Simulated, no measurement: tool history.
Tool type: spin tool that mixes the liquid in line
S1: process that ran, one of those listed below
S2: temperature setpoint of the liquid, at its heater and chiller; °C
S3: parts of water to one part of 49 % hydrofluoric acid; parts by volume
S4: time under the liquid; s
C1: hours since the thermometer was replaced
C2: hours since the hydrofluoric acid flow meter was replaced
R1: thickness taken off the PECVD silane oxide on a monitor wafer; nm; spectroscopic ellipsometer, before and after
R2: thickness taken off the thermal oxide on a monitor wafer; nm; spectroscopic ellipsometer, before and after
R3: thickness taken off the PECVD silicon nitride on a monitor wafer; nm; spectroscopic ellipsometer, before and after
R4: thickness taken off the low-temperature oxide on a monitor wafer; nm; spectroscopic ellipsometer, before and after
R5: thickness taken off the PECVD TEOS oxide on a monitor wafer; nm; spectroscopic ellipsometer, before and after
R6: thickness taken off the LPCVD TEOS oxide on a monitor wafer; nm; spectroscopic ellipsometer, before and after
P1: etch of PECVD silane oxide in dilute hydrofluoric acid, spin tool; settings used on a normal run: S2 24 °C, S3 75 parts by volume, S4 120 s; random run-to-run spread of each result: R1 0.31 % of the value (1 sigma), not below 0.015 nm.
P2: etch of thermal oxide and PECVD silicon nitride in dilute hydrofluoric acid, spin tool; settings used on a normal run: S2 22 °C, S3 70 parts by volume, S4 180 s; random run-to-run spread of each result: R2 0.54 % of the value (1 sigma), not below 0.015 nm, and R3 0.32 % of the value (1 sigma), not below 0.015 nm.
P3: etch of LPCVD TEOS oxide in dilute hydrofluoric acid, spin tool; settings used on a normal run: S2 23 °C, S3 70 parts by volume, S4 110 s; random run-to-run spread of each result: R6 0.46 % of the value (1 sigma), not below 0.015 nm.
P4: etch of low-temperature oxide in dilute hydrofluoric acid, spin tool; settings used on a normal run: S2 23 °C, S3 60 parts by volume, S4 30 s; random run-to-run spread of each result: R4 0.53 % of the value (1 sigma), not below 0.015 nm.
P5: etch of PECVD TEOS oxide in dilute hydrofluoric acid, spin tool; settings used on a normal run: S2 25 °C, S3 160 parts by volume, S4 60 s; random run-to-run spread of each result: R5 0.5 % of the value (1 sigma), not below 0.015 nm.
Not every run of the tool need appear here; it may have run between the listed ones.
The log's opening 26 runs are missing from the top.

{"run": 27, "hour": 312.5, "S1": "P1", "S2": 24, "S3": 75, "S4": 120, "C1": 19.5, "C2": 890.7, "R1": 48.108}
{"run": 28, "hour": 326.3, "S1": "P2", "S2": 22, "S3": 70, "S4": 180, "C1": 33.3, "C2": 904.5, "R2": 11.977, "R3": 8.3953}
{"run": 29, "hour": 335.8, "S1": "P2", "S2": 22, "S3": 70, "S4": 20, "C1": 42.8, "C2": 914, "R2": 1.3246, "R3": 0.90792}
{"run": 30, "hour": 347.2, "S1": "P3", "S2": 23, "S3": 70, "S4": 25, "C1": 54.2, "C2": 925.4, "R6": 6.081}
{"run": 31, "hour": 356.2, "S1": "P1", "S2": 24, "S3": 75, "S4": 120, "C1": 63.2, "C2": 934.4, "R1": 48.076}
{"run": 32, "hour": 365.2, "S1": "P1", "S2": 24, "S3": 75, "S4": 120, "C1": 72.2, "C2": 943.4, "R1": 46.814}
{"run": 33, "hour": 375.1, "S1": "P1", "S2": 24, "S3": 75, "S4": 120, "C1": 82.1, "C2": 953.3, "R1": 45.856}
{"run": 34, "hour": 388.7, "S1": "P1", "S2": 24, "S3": 75, "S4": 120, "C1": 95.7, "C2": 966.9, "R1": 45.229}
{"run": 35, "hour": 402.1, "S1": "P1", "S2": 24, "S3": 75, "S4": 120, "C1": 109.1, "C2": 980.3, "R1": 44.537}
{"run": 36, "hour": 412.5, "S1": "P1", "S2": 24, "S3": 75, "S4": 120, "C1": 119.5, "C2": 990.7, "R1": 44.207}
{"run": 37, "hour": 423.7, "S1": "P1", "S2": 24, "S3": 75, "S4": 120, "C1": 130.7, "C2": 1001.9, "R1": 44.227}

Expected results for the next run?
{"run": 38, "hour": 436.9, "S1": "P1", "S2": 24, "S3": 75, "S4": 120, "C1": 143.9, "C2": 1015.1, "R1": "?"}

{"run 38": {"R1": 43.979}}
